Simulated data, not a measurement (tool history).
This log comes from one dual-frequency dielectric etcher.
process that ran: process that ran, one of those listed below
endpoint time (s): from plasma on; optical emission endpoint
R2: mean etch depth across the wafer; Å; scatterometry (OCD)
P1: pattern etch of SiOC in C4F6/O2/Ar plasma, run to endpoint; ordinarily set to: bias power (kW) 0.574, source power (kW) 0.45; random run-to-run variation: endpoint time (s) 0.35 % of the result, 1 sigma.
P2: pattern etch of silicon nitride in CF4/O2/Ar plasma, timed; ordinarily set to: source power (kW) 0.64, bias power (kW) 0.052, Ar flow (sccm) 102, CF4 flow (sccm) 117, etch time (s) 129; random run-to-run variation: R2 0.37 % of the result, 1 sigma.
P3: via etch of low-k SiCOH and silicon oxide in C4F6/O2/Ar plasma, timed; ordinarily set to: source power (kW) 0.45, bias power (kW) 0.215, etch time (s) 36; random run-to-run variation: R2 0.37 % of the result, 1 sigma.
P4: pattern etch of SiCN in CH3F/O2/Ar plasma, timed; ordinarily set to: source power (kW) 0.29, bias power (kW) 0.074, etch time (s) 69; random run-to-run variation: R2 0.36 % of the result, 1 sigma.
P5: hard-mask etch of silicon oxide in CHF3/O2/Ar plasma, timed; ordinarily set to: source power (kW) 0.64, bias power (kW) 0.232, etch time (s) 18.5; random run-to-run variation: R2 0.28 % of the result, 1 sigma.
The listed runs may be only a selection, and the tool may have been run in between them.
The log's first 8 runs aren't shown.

Run 9, hour 43.8: process that ran P1, bias power (kW) 0.574, source power (kW) 0.45. Result: endpoint time (s) 11.114.
Run 10, hour 49.2: process that ran P4, bias power (kW) 0.097, source power (kW) 0.29, etch time (s) 69. Result: R2 253.14 Å.
Run 11, hour 55.3: process that ran P3, bias power (kW) 0.215, source power (kW) 0.55, etch time (s) 36. Result: R2 993.37 Å.
Run 12, hour 60.5: process that ran P5, bias power (kW) 0.326, source power (kW) 0.64, etch time (s) 18.5. Result: R2 476.45 Å.
Run 13, hour 66.4: process that ran P4, bias power (kW) 0.074, source power (kW) 0.29, etch time (s) 69. Result: R2 229.86 Å.
Run 14, hour 69.5: process that ran P5, bias power (kW) 0.232, source power (kW) 0.91, etch time (s) 18.5. Result: R2 480.04 Å.
Run 15, hour 74.5: process that ran P3, bias power (kW) 0.215, source power (kW) 0.45, etch time (s) 24. Result: R2 618.98 Å.
Run 16, hour 80.4: process that ran P1, bias power (kW) 0.762, source power (kW) 0.62. Result: endpoint time (s) 8.8254.
Run 17, hour 85.6: process that ran P2, bias power (kW) 0.065, source power (kW) 0.64, etch time (s) 129, Ar flow (sccm) 102, CF4 flow (sccm) 117. Result: R2 3299.4 Å.
Run 18, hour 89.3: process that ran P1, bias power (kW) 0.728, source power (kW) 0.6. Result: endpoint time (s) 9.1498.
Run 19, hour 94.3: process that ran P1, bias power (kW) 0.574, source power (kW) 0.45. Result: endpoint time (s) 11.124.
Run 20, hour 98.6: process that ran P4, bias power (kW) 0.074, source power (kW) 0.29, etch time (s) 103.5. Result: R2 343.87 Å.
Run 21, hour 101.9: process that ran P2, bias power (kW) 0.052, source power (kW) 0.64, etch time (s) 129, Ar flow (sccm) 102, CF4 flow (sccm) 81. Result: R2 2904.8 Å.
Run 22, hour 107.2: process that ran P4, bias power (kW) 0.074, source power (kW) 0.29, etch time (s) 69. Result: R2 229.13 Å.
Run 23, hour 113.3: process that ran P1, bias power (kW) 0.574, source power (kW) 0.34. Result: endpoint time (s) 12.327.
Run 24, hour 118.8: process that ran P2, bias power (kW) 0.052, source power (kW) 0.39, etch time (s) 129, Ar flow (sccm) 102, CF4 flow (sccm) 117. Result: R2 1986.7 Å.
Run 25, hour 125.1: process that ran P1, bias power (kW) 0.574, source power (kW) 0.45. Result: endpoint time (s) 11.018.
Run 26, hour 131.7: process that ran P3, bias power (kW) 0.215, source power (kW) 0.45, etch time (s) 36. Result: R2 926.16 Å.
Run 27, hour 138.1: process that ran P2, bias power (kW) 0.052, source power (kW) 0.64, etch time (s) 129, Ar flow (sccm) 102, CF4 flow (sccm) 117. Result: R2 3053.8 Å.
Run 28, hour 144.3: process that ran P3, bias power (kW) 0.215, source power (kW) 0.45, etch time (s) 36. Result: R2 929.33 Å.

Forecast run 29:
Run 29, hour 149.8: process that ran P1, bias power (kW) 0.574, source power (kW) 0.45. Result: endpoint time (s) ?.

endpoint time (s): 11.08
